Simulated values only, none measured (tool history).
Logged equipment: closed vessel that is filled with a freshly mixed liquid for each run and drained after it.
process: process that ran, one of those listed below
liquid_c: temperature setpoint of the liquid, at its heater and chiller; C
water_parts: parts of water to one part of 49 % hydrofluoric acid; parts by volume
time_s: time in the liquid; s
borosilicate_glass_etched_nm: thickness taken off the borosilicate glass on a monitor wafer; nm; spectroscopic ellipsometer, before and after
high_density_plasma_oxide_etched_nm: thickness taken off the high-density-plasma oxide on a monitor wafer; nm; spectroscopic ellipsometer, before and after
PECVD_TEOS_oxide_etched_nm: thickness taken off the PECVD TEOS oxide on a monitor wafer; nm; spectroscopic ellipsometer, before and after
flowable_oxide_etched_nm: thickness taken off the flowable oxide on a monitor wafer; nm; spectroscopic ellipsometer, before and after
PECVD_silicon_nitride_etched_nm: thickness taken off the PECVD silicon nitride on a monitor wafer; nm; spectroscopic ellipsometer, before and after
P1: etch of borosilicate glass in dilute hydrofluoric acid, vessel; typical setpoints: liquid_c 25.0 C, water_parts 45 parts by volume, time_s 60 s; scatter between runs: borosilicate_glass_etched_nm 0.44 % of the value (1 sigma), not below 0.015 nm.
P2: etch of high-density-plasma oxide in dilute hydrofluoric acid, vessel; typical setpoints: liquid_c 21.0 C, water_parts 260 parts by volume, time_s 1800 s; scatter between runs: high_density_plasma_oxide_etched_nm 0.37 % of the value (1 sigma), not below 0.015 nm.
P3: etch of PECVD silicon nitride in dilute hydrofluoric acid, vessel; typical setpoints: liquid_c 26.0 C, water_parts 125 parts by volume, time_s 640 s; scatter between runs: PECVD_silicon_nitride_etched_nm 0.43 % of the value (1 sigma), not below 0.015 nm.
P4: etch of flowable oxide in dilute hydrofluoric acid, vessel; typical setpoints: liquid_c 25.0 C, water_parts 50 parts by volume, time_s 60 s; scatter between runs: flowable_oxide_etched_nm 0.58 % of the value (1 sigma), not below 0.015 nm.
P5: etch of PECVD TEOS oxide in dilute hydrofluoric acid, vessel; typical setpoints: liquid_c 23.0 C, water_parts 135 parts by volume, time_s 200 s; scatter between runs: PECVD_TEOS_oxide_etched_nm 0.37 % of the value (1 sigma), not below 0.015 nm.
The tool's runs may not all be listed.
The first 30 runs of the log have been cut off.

run	day	process	liquid_c	water_parts	time_s	borosilicate_glass_etched_nm	high_density_plasma_oxide_etched_nm	PECVD_TEOS_oxide_etched_nm	flowable_oxide_etched_nm	PECVD_silicon_nitride_etched_nm
31	12.667	P1	25.0	45	60	85.503				
32	13.038	P1	25.0	45	60	86.685				
33	13.525	P1	25.0	45	60	88.925				
34	14.088	P1	25.0	45	60	89.462				
35	14.396	P1	25.0	45	60	90.785				
36	14.933	P1	25.0	45	60	90.543				
37	15.462	P1	25.0	45	60	91.249				
38	15.950	P1	25.0	45	60	91.721				
39	16.204	P1	25.0	45	60	92.013				

For run 40, what comes out?
40	16.700	P1	25.0	45	60	?				

For run 40 the tool returned borosilicate_glass_etched_nm 92.200 nm.
